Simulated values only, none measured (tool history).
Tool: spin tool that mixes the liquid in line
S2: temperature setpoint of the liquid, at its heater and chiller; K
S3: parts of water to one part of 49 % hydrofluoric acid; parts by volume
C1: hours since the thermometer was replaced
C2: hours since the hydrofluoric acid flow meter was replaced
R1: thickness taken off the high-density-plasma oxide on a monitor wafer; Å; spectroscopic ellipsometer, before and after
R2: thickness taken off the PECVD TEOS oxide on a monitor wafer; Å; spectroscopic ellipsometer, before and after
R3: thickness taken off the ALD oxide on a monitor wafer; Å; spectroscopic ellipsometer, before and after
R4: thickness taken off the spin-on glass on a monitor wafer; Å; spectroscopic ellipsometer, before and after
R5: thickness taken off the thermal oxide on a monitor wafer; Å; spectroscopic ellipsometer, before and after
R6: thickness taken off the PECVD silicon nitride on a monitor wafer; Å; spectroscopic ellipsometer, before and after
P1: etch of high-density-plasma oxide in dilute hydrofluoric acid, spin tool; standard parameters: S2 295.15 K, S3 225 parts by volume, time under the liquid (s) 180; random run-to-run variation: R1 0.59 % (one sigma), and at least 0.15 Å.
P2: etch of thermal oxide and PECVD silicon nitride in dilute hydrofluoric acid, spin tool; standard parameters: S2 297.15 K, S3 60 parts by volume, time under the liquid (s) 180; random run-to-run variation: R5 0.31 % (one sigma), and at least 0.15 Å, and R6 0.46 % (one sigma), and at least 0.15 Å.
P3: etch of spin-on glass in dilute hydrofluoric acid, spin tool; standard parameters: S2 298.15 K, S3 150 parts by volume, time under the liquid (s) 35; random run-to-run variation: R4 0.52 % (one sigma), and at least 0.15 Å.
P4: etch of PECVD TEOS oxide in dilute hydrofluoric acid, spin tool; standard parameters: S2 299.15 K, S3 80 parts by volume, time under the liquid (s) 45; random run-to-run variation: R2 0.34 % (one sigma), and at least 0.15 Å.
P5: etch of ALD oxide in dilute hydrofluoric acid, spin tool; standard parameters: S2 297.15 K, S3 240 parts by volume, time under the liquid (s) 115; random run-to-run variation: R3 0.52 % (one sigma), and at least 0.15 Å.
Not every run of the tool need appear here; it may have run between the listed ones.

Run 1, hour 18.4: process that ran P1, S2 295.15 K, S3 225 parts by volume, time under the liquid (s) 180; C1 1322.1; C2 443.2. Result: R1 40.0400 Å.
Run 2, hour 30.6: process that ran P1, S2 295.15 K, S3 225 parts by volume, time under the liquid (s) 180; C1 1334.3; C2 455.4. Result: R1 39.9400 Å.
Run 3, hour 40.3: process that ran P4, S2 299.15 K, S3 80 parts by volume, time under the liquid (s) 45; C1 1344.0; C2 465.1. Result: R2 103.080 Å.
Run 4, hour 55.3: process that ran P1, S2 295.15 K, S3 225 parts by volume, time under the liquid (s) 180; C1 1359.0; C2 480.1. Result: R1 40.3590 Å.
Run 5, hour 64.4: process that ran P4, S2 295.65 K, S3 80 parts by volume, time under the liquid (s) 45; C1 1368.1; C2 489.2. Result: R2 90.036 Å.
Run 6, hour 81.2: process that ran P1, S2 295.15 K, S3 225 parts by volume, time under the liquid (s) 350; C1 1384.9; C2 506.0. Result: R1 77.9820 Å.
Run 7, hour 97.5: process that ran P5, S2 301.15 K, S3 240 parts by volume, time under the liquid (s) 115; C1 1401.2; C2 522.3. Result: R3 117.15 Å.
Run 8, hour 111.7: process that ran P3, S2 298.15 K, S3 150 parts by volume, time under the liquid (s) 50; C1 1415.4; C2 536.5. Result: R4 196.43 Å.
Run 9, hour 122.9: process that ran P2, S2 297.15 K, S3 60 parts by volume, time under the liquid (s) 260; C1 1426.6; C2 547.7. Result: R5 211.02 Å, R6 138.600 Å.
Run 10, hour 138.9: process that ran P1, S2 290.15 K, S3 225 parts by volume, time under the liquid (s) 180; C1 1442.6; C2 563.7. Result: R1 32.7010 Å.
Run 11, hour 154.5: process that ran P1, S2 295.15 K, S3 135 parts by volume, time under the liquid (s) 180; C1 1458.2; C2 579.3. Result: R1 74.2190 Å.
Run 12, hour 165.2: process that ran P1, S2 295.15 K, S3 225 parts by volume, time under the liquid (s) 180; C1 1468.9; C2 590.0. Result: R1 40.3220 Å.
Run 13, hour 173.7: process that ran P2, S2 297.15 K, S3 60 parts by volume, time under the liquid (s) 180; C1 1477.4; C2 598.5. Result: R5 146.29 Å, R6 95.623 Å.
Run 14, hour 183.9: process that ran P1, S2 295.15 K, S3 305 parts by volume, time under the liquid (s) 180; C1 1487.6; C2 608.7. Result: R1 27.5170 Å.
Run 15, hour 195.4: process that ran P4, S2 299.15 K, S3 80 parts by volume, time under the liquid (s) 70; C1 1499.1; C2 620.2. Result: R2 161.120 Å.
Run 16, hour 210.8: process that ran P2, S2 292.15 K, S3 60 parts by volume, time under the liquid (s) 180; C1 1514.5; C2 635.6. Result: R5 118.99 Å, R6 68.049 Å.
Run 17, hour 222.8: process that ran P1, S2 300.65 K, S3 225 parts by volume, time under the liquid (s) 340; C1 1526.5; C2 647.6. Result: R1 92.2740 Å.
Run 18, hour 232.6: process that ran P1, S2 295.15 K, S3 225 parts by volume, time under the liquid (s) 15; C1 1536.3; C2 657.4. Result: R1 3.4026 Å.
Run 19, hour 248.9: process that ran P3, S2 298.15 K, S3 150 parts by volume, time under the liquid (s) 35; C1 1552.6; C2 673.7. Result: R4 136.66 Å.

For run 20, what comes out?
Run 20, hour 260.8: process that ran P1, S2 295.15 K, S3 225 parts by volume, time under the liquid (s) 180; C1 1564.5; C2 685.6. Result: R1 ?.

For run 20 the tool returned R1 39.7420 Å.

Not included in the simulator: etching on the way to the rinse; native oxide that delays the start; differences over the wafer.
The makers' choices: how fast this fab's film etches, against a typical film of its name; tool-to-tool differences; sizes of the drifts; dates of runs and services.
